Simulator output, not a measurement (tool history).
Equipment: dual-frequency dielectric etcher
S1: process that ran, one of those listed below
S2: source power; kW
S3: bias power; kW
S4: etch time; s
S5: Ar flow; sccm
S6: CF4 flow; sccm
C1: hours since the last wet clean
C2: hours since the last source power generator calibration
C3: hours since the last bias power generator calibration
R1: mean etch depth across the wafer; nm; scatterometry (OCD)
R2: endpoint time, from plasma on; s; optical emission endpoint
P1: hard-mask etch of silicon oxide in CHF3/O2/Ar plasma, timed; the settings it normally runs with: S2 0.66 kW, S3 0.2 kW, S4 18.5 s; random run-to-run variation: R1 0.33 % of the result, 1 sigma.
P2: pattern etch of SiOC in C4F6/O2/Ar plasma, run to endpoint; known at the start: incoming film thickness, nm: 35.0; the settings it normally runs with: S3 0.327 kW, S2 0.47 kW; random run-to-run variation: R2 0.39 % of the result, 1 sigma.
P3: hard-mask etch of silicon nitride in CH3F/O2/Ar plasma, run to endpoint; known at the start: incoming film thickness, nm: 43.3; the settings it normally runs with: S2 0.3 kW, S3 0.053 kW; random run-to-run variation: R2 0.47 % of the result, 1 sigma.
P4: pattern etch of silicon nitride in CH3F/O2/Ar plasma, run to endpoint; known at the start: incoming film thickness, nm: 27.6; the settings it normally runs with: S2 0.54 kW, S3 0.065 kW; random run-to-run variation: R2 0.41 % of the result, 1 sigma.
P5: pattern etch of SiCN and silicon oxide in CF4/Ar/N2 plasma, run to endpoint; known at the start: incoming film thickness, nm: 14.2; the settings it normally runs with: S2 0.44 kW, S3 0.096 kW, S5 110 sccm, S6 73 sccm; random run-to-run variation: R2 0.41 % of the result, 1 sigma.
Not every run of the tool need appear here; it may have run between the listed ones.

run   hour  S1    S2     S3    S4   S5   S6     C1      C2     C3      R1      R2
  1    2.5  P1  0.66    0.2  18.5              284  1954.6  633.3   39.02
  2    6.1  P1  0.66    0.2  18.5            287.6  1958.2  636.9  39.077
  3    8.1  P1  0.66    0.2  18.5            289.6  1960.2  638.9  38.959
  4     12  P5  0.44  0.096         73   73  293.5  1964.1  642.8          14.274
  5   15.6  P4  0.54  0.079                  297.1  1967.7  646.4          33.754
  6   17.9  P1  0.52    0.2  18.5            299.4    1970  648.7  35.729
  7   21.9  P3   0.3  0.053                  303.4    1974  652.7          76.117
  8     25  P5  0.44  0.096        110   73  306.5  1977.1  655.8          15.086
      25.2  -- bias power generator calibrated
  9   27.2  P2  0.47  0.327                  308.7  1979.3    2.1          13.212
 10   30.6  P5  0.44  0.096        110  100  312.1  1982.7    5.5          14.502
 11   33.9  P1  0.66    0.2  18.5            315.4    1986    8.8  39.163
 12   36.8  P3  0.18  0.053                  318.3  1988.9   11.7          93.349
 13   39.1  P5  0.44  0.096        110   73  320.6  1991.2     14           14.98
 14   43.4  P2  0.31  0.327                  324.9  1995.5   18.3          15.389
 15   47.4  P1  0.66    0.2  10.5            328.9  1999.5   22.3  22.197
 16   50.1  P1  0.66  0.254  18.5            331.6  2002.2     25  42.408
 17   53.5  P5  0.61  0.096        110   73    335  2005.6   28.4          11.254
 18   56.9  P1  0.66  0.147  18.5            338.4    2009   31.8  35.464
 19     61  P1  0.87    0.2  18.5            342.5  2013.1   35.9  43.397
 20   63.8  P4  0.54  0.065                  345.3  2015.9   38.7          35.986
 21   68.2  P3   0.3  0.053                  349.7  2020.3   43.1          76.205
 22   71.1  P2  0.47  0.262                  352.6  2023.2     46          14.197
 23   73.7  P1  0.52    0.2    26            355.2  2025.8   48.6  50.043
 24   77.2  P1  0.66    0.2  18.5            358.7  2029.3   52.1  38.852
 25   80.4  P4  0.32  0.065                  361.9  2032.5   55.3           44.22
 26   84.3  P1  0.66    0.2  26.5            365.8  2036.4   59.2  55.926
 27   88.8  P5  0.44  0.134        110   73  370.3  2040.9   63.7          13.386
 28   91.3  P3   0.3   0.04                  372.8  2043.4   66.2          83.162
 29   94.1  P2  0.47  0.327                  375.6  2046.2     69          13.206
 30   96.2  P1  0.66    0.2  18.5            377.7  2048.3   71.1  38.879
 31   98.3  P1  0.66    0.2  18.5            379.8  2050.4   73.2  38.767
 32  101.6  P1  0.66    0.2  18.5            383.1  2053.7   76.5  38.607
 33  104.9  P1  0.66    0.2  18.5            386.4    2057   79.8  38.388
     109.2  -- wet clean of the chamber
 34  109.4  P1  0.66    0.2  18.5              0.2  2061.5   84.3  38.509
 35  111.8  P1  0.66    0.2  18.5              2.6  2063.9   86.7  38.425
 36  114.3  P1  0.66    0.2  18.5              5.1  2066.4   89.2  38.317
 37  118.8  P1  0.66    0.2  18.5              9.6  2070.9   93.7  38.355

What P1 gives has crept away from where it was. These 2 causes fit the log equally well, each at the size given:
A: bias power that arrives under what is set, % = 4.76
B: source power that arrives under what is set, % = 4.26
Onset of the creep was near hour 96.2.
Why every other cause is out:
chamber walls in a state that lowers the etch rate, %: was serviced at hour 109.2, once the creep was under way, yet the earlier output never came back

Each of the check runs listed below is run on 2 wafers and reports their average, with the results left as question marks. Pick the one under which the possible causes would lead to clearly different results.
check 1  123.3  P2  0.47  0.327                                ?
check 2  123.3  P4  0.54  0.065                                ?
check 3  123.3  P5  0.44  0.096      110  73                   ?
check 4  123.3  P3   0.3  0.053                                ?

Outcome of each check run for each possible cause:
  check  result    if A    if B
check 1      R2  13.371  13.366
check 2      R2  36.858  36.892
check 3      R2  15.345  15.664
check 4      R2  77.833  77.904
Distance between the nearest two causes, measured in the result of the check that separates them most: check 1 0.04 %; check 2 0.09 %; check 3 2.06 %; check 4 0.09 %
Check 3 distinguishes between the causes, while the remaining checks would return nearly the same result for all of them.

Then check 3 was run and gave: R2 15.366 s. Which cause is it?

It is A: bias power that arrives under what is set, %.
